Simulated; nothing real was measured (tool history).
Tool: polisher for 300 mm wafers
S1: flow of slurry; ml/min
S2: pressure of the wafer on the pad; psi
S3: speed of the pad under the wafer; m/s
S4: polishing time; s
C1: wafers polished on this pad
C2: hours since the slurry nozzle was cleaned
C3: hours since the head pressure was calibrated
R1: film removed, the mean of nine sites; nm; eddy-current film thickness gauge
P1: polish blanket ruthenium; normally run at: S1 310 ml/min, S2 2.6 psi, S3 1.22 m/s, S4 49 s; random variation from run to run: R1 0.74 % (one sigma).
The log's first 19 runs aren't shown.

| run | hour | S1 | S2 | S3 | S4 | C1 | C2 | C3 | R1 |
|---|---|---|---|---|---|---|---|---|---|
| 20 | 179.2 | 310 | 2.6 | 1.22 | 49 | 2123 | 500.6 | 289.9 | 105.920 |
| 21 | 187.2 | 310 | 2.6 | 1.22 | 49 | 2209 | 508.6 | 297.9 | 105.310 |
| 22 | 194.6 | 310 | 2.6 | 1.22 | 49 | 2288 | 516.0 | 305.3 | 104.120 |
| 23 | 205.8 | 310 | 2.6 | 1.22 | 49 | 2407 | 527.2 | 316.5 | 103.180 |
| 24 | 211.7 | 310 | 2.6 | 1.22 | 49 | 2470 | 533.1 | 322.4 | 103.730 |
|  | 217.1 | head pressure recalibrated |
| 25 | 222.5 | 310 | 2.6 | 1.22 | 49 | 2585 | 543.9 | 5.5 | 103.310 |
| 26 | 231.7 | 310 | 2.6 | 1.22 | 49 | 2683 | 553.1 | 14.7 | 103.070 |
| 27 | 239.0 | 310 | 2.6 | 1.22 | 49 | 2761 | 560.4 | 22.0 | 102.900 |
| 28 | 250.2 | 310 | 2.6 | 1.22 | 49 | 2881 | 571.6 | 33.2 | 102.040 |
| 29 | 256.7 | 310 | 2.6 | 1.22 | 49 | 2950 | 578.1 | 39.7 | 102.790 |

The next listed run, before its measurement:
| 30 | 266.4 | 310 | 2.6 | 1.22 | 49 | 3053 | 587.8 | 49.4 | ? |

R1: 103.200 nm

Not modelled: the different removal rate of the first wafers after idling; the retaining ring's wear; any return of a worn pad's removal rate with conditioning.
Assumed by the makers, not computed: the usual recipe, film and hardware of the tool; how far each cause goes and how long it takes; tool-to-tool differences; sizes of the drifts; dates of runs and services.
